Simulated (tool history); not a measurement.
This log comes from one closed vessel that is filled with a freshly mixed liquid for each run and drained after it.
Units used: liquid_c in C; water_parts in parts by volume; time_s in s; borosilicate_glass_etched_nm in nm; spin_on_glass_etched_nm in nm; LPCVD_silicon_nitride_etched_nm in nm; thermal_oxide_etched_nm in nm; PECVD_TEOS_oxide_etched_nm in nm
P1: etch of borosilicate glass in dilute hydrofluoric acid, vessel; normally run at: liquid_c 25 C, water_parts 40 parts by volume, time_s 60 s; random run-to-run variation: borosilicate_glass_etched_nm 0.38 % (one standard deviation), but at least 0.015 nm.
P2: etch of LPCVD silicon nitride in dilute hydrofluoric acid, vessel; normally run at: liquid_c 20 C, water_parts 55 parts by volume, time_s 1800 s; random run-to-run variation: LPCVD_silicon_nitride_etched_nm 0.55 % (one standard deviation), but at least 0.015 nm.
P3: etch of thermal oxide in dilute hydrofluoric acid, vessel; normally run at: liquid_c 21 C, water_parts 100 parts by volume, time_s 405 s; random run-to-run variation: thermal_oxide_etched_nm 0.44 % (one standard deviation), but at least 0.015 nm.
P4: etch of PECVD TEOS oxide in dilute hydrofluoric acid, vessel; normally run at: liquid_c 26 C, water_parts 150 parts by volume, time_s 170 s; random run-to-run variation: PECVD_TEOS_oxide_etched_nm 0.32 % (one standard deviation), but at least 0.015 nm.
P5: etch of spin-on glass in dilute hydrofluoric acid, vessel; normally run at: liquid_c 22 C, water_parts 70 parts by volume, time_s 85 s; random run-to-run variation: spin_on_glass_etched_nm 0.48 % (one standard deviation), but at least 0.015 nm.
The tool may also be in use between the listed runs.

run,hour,process,liquid_c,water_parts,time_s,hours since the thermometer was replaced,hours since the hydrofluoric acid flow meter was replaced,borosilicate_glass_etched_nm,spin_on_glass_etched_nm,LPCVD_silicon_nitride_etched_nm,thermal_oxide_etched_nm,PECVD_TEOS_oxide_etched_nm
1,15.4,P1,25,40,60,151.5,1138.3,39.746,,,,
2,24.4,P5,30,70,85,160.5,1147.3,,32.025,,,
3,40.5,P1,25,40,90,176.6,1163.4,59.429,,,,
4,58.7,P2,20,55,1800,194.8,1181.6,,,14.87,,
5,67.6,P1,25,40,60,203.7,1190.5,39.882,,,,
6,77.3,P1,25,70,60,213.4,1200.2,21.841,,,,
7,87.3,P3,21,100,405,223.4,1210.2,,,,17.389,
8,97.5,P1,25,40,60,233.6,1220.4,40.101,,,,
9,115.7,P3,21,35,405,251.8,1238.6,,,,53.269,
10,132.9,P4,26,150,30,269,1255.8,,,,,2.7652
11,145.9,P2,17,55,1800,282,1268.8,,,12.045,,
12,158,P1,32,40,110,294.1,1280.9,97.192,,,,
13,172.2,P3,21,100,40,308.3,1295.1,,,,1.7214,
14,186,P4,21.5,150,170,322.1,1308.9,,,,,13.283
15,202.9,P2,20,55,2660,339,1325.8,,,22.018,,
16,218.9,P3,21,100,405,355,1341.8,,,,17.392,
17,230.8,P5,22,70,85,366.9,1353.7,,23.21,,,
18,248.5,P4,26,150,170,384.6,1371.4,,,,,15.645
19,259.8,P1,20,40,60,395.9,1382.7,32.203,,,,
20,275.6,P5,22,70,85,411.7,1398.5,,23.184,,,
21,286.4,P2,20,55,1800,422.5,1409.3,,,15.009,,
22,301.2,P5,22,70,40,437.3,1424.1,,10.933,,,
23,312.8,P1,25,20,110,448.9,1435.7,149.84,,,,
24,322.1,P1,31.5,40,60,458.2,1445,51.45,,,,
25,332.1,P5,22,25,85,468.2,1455,,68.981,,,
# hour 343.6: hydrofluoric acid flow meter replaced
26,346.2,P1,25,40,30,482.3,2.7,19.907,,,,
27,358,P1,25,40,60,494.1,14.5,39.896,,,,
28,366.5,P4,26,220,170,502.6,23,,,,,9.8654
29,382,P2,20,85,1800,518.1,38.5,,,9.7584,,
30,394.9,P1,25,20,60,531,51.4,81.832,,,,
31,408.6,P1,25,40,60,544.7,65.1,39.728,,,,
32,422.5,P3,28,100,405,558.6,79,,,,23.068,
33,437.4,P1,25,40,60,573.5,93.9,39.707,,,,
34,454.5,P1,25,40,60,590.6,111,40.775,,,,
35,463.3,P1,25,40,60,599.4,119.8,41.247,,,,
36,480,P1,25,40,60,616.1,136.5,41.995,,,,
37,490.1,P1,25,40,60,626.2,146.6,42.046,,,,
38,504.6,P1,25,40,60,640.7,161.1,42.252,,,,
39,515.7,P1,25,40,60,651.8,172.2,42.277,,,,
40,528.5,P1,25,40,60,664.6,185,42.566,,,,
41,545.6,P1,25,40,60,681.7,202.1,42.754,,,,
42,562.2,P1,25,40,60,698.3,218.7,42.791,,,,
43,571.5,P1,25,40,60,707.6,228,42.482,,,,

The output of P1 has drifted from where it used to be. Each of the 2 causes below, taken at the size shown beside it, accounts for the log equally well:
A: hydrofluoric acid flow above the setpoint (%) = 6.88
B: liquid hotter than its thermometer reads (K) = 1.72
The creep began at about hour 437.4.

Below are 4 check runs, each on a single wafer, with their results shown as question marks. Which of them would tell the listed causes apart, meaning the causes would give clearly different results under it?
check 1,580.8,P2,17,55,2440,,,,,?,,
check 2,580.8,P3,25.5,50,405,,,,,,?,
check 3,580.8,P5,28.5,30,85,,,,?,,,
check 4,580.8,P4,21.5,150,55,,,,,,,?

Outcome of each check run for each possible cause:
check,result,if A,if B
check 1,LPCVD_silicon_nitride_etched_nm,17.422,18.439
check 2,thermal_oxide_etched_nm,47.544,47.472
check 3,spin_on_glass_etched_nm,80.331,80.31
check 4,PECVD_TEOS_oxide_etched_nm,4.6182,4.5714
Distance between the nearest two causes, measured in the result of the check that separates them most: check 1 5.67 %; check 2 0.15 %; check 3 0.03 %; check 4 1.02 %
The causes can be told apart only by check 1. The other checks would give nearly the same results under each of them.

Here is what check 1 returned: LPCVD_silicon_nitride_etched_nm 17.21 nm. Which cause is it?

It is A: hydrofluoric acid flow above the setpoint (%).

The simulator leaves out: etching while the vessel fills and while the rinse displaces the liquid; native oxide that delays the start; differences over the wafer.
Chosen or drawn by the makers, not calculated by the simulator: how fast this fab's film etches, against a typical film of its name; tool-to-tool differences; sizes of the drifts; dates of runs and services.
